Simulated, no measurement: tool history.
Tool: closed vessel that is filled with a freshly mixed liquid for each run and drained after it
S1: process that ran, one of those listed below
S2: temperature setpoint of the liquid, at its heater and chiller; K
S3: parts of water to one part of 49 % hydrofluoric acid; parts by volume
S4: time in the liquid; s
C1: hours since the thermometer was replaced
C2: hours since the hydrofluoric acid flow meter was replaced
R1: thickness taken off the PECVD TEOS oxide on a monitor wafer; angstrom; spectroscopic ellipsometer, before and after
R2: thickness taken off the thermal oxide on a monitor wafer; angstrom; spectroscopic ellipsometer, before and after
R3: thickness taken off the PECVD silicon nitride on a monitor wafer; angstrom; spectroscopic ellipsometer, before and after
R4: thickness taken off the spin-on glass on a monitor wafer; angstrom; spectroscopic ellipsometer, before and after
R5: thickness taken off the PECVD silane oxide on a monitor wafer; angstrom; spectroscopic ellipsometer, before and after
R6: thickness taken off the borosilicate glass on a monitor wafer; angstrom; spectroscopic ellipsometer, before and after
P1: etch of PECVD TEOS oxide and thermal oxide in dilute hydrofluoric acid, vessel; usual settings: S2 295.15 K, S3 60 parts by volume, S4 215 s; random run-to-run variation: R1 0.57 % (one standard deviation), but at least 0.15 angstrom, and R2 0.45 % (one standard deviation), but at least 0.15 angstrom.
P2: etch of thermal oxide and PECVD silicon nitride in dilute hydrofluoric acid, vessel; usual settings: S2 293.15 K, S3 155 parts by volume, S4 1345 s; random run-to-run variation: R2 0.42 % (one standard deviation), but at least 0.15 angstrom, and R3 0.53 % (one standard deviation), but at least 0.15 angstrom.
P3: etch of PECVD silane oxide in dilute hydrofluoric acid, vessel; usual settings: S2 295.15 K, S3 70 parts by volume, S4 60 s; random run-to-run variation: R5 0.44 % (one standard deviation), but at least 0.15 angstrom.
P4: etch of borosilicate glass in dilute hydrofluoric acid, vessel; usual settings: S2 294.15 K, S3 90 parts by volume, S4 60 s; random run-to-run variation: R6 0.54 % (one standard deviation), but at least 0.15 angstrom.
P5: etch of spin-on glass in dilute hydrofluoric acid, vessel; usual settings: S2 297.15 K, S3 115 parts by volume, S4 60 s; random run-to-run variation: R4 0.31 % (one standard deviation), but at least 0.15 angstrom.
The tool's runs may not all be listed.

| run | hour | S1 | S2 | S3 | S4 | C1 | C2 | R1 | R2 | R3 | R4 | R5 | R6 |
|---|---|---|---|---|---|---|---|---|---|---|---|---|---|
| 1 | 5.1 | P1 | 295.15 | 60 | 215 | 126.3 | 629.1 | 356.45 | 163.41 |  |  |  |  |
| 2 | 10.5 | P2 | 293.15 | 155 | 2120 | 131.7 | 634.5 |  | 505.14 | 403.8 |  |  |  |
| 3 | 17.1 | P5 | 290.15 | 115 | 60 | 138.3 | 641.1 |  |  |  | 245.17 |  |  |
| 4 | 28.4 | P1 | 295.15 | 60 | 215 | 149.6 | 652.4 | 354.7 | 162.97 |  |  |  |  |
| 5 | 37.4 | P1 | 295.15 | 20 | 310 | 158.6 | 661.4 | 1607.1 | 746.45 |  |  |  |  |
| 6 | 47.1 | P3 | 295.15 | 70 | 60 | 168.3 | 671.1 |  |  |  |  | 289.81 |  |
| 7 | 56.5 | P1 | 295.15 | 60 | 215 | 177.7 | 680.5 | 353.91 | 163.08 |  |  |  |  |
| 8 | 61.6 | P1 | 295.15 | 85 | 215 | 182.8 | 685.6 | 240.96 | 112.99 |  |  |  |  |
| 9 | 68.8 | P2 | 301.15 | 155 | 1345 | 190 | 692.8 |  | 432.44 | 427.95 |  |  |  |
| 10 | 80.1 | P2 | 293.15 | 155 | 1345 | 201.3 | 704.1 |  | 318.38 | 255.7 |  |  |  |
| 11 | 89.6 | P5 | 297.15 | 20 | 60 | 210.8 | 713.6 |  |  |  | 2118.7 |  |  |
| 12 | 100.4 | P1 | 295.15 | 60 | 215 | 221.6 | 724.4 | 356.6 | 164.62 |  |  |  |  |
| 13 | 109.4 | P1 | 295.15 | 60 | 215 | 230.6 | 733.4 | 354.73 | 163.57 |  |  |  |  |
| 14 | 117.3 | P1 | 295.15 | 60 | 215 | 238.5 | 741.3 | 351.79 | 163.46 |  |  |  |  |
| 15 | 127.5 | P1 | 290.15 | 60 | 215 | 248.7 | 751.5 | 286.84 | 132.6 |  |  |  |  |
| 16 | 137.4 | P4 | 294.15 | 90 | 115 | 258.6 | 761.4 |  |  |  |  |  | 542.38 |
|  | 143.5 | hydrofluoric acid flow meter replaced |
| 17 | 147.7 | P4 | 290.15 | 90 | 60 | 268.9 | 4.3 |  |  |  |  |  | 238.37 |
| 18 | 155.2 | P1 | 295.15 | 60 | 115 | 276.4 | 11.8 | 189.06 | 87.813 |  |  |  |  |
| 19 | 166.1 | P1 | 295.15 | 60 | 310 | 287.3 | 22.7 | 505.97 | 234.48 |  |  |  |  |
| 20 | 173.2 | P5 | 297.15 | 115 | 30 | 294.4 | 29.8 |  |  |  | 161.65 |  |  |
| 21 | 184.4 | P3 | 295.15 | 70 | 30 | 305.6 | 41 |  |  |  |  | 146.24 |  |
| 22 | 195.3 | P2 | 293.15 | 275 | 1345 | 316.5 | 51.9 |  | 159.89 | 146.41 |  |  |  |
| 23 | 203 | P4 | 294.15 | 90 | 60 | 324.2 | 59.6 |  |  |  |  |  | 284.17 |
| 24 | 212.8 | P4 | 294.15 | 125 | 60 | 334 | 69.4 |  |  |  |  |  | 196.3 |
| 25 | 222.9 | P1 | 302.65 | 60 | 215 | 344.1 | 79.5 | 483.33 | 221.32 |  |  |  |  |
| 26 | 230.1 | P1 | 295.15 | 20 | 215 | 351.3 | 86.7 | 1122.9 | 519.11 |  |  |  |  |
| 27 | 239.4 | P2 | 293.15 | 155 | 1345 | 360.6 | 96 |  | 317.85 | 256.45 |  |  |  |
| 28 | 250 | P5 | 297.15 | 115 | 60 | 371.2 | 106.6 |  |  |  | 323.21 |  |  |
| 29 | 259 | P1 | 295.15 | 105 | 30 | 380.2 | 115.6 | 26.933 | 12.508 |  |  |  |  |
| 30 | 267.7 | P3 | 295.15 | 35 | 60 | 388.9 | 124.3 |  |  |  |  | 612.36 |  |
| 31 | 274.4 | P3 | 290.15 | 70 | 60 | 395.6 | 131 |  |  |  |  | 236.62 |  |
| 32 | 283.1 | P1 | 295.15 | 60 | 215 | 404.3 | 139.7 | 352.33 | 164.73 |  |  |  |  |
| 33 | 291.9 | P1 | 295.15 | 60 | 215 | 413.1 | 148.5 | 355.88 | 163.87 |  |  |  |  |
| 34 | 302 | P1 | 295.15 | 60 | 215 | 423.2 | 158.6 | 337.51 | 157.43 |  |  |  |  |
| 35 | 308.8 | P1 | 295.15 | 60 | 215 | 430 | 165.4 | 339.03 | 157.14 |  |  |  |  |
| 36 | 314.4 | P1 | 295.15 | 60 | 215 | 435.6 | 171 | 333.6 | 154.26 |  |  |  |  |
| 37 | 322 | P1 | 295.15 | 60 | 215 | 443.2 | 178.6 | 331.74 | 153.19 |  |  |  |  |
| 38 | 330.5 | P1 | 295.15 | 60 | 215 | 451.7 | 187.1 | 328.36 | 151.97 |  |  |  |  |
| 39 | 337.4 | P1 | 295.15 | 60 | 215 | 458.6 | 194 | 328.81 | 151.07 |  |  |  |  |
| 40 | 347.5 | P1 | 295.15 | 60 | 215 | 468.7 | 204.1 | 324.25 | 151.47 |  |  |  |  |
| 41 | 356.3 | P1 | 295.15 | 60 | 215 | 477.5 | 212.9 | 326.07 | 149.83 |  |  |  |  |
| 42 | 363.5 | P1 | 295.15 | 60 | 215 | 484.7 | 220.1 | 324.98 | 149.82 |  |  |  |  |
| 43 | 370.3 | P1 | 295.15 | 60 | 215 | 491.5 | 226.9 | 324.16 | 149.76 |  |  |  |  |
| 44 | 379.4 | P1 | 295.15 | 60 | 215 | 500.6 | 236 | 322.95 | 148.99 |  |  |  |  |

What P1 gives has crept away from where it was. These 2 causes fit the log equally well, each at the size given:
A: liquid colder than its thermometer reads (K) = 2.15
B: hydrofluoric acid flow below the setpoint (%) = 8
The onset of the drift is placed at about hour 291.9.

Consider the 4 single-wafer check runs listed below, results given as question marks: which one distinguishes between the causes by giving clearly different results for each?
| check 1 | 388.5 | P2 | 300.65 | 155 | 1985 |  |  |  | ? | ? |  |  |  |
| check 2 | 388.5 | P4 | 290.15 | 90 | 115 |  |  |  |  |  |  |  | ? |
| check 3 | 388.5 | P3 | 295.15 | 35 | 60 |  |  |  |  |  |  | ? |  |
| check 4 | 388.5 | P5 | 297.15 | 45 | 30 |  |  |  |  |  | ? |  |  |

If the cause were each of the candidates in turn, the checks would give the following:
| check | result | if A | if B |
|---|---|---|---|
| check 1 | R2 | 579.34 | 567.9 |
| check 1 | R3 | 536.31 | 564.77 |
| check 2 | R6 | 416.27 | 416.46 |
| check 3 | R5 | 555.76 | 558.27 |
| check 4 | R4 | 413.88 | 414.32 |
Per check, the gap between the least separated pair of causes, taken in the result that splits them most: check 1 5.17 %; check 2 0.05 %; check 3 0.45 %; check 4 0.11 %
Check 1 tells the causes apart: in the others they would give nearly the same result.

With check 1 done, the readings were: R2 568.41 angstrom; R3 565.8 angstrom. Identify which of the listed causes applies.

The correct cause is B, namely: hydrofluoric acid flow below the setpoint (%).

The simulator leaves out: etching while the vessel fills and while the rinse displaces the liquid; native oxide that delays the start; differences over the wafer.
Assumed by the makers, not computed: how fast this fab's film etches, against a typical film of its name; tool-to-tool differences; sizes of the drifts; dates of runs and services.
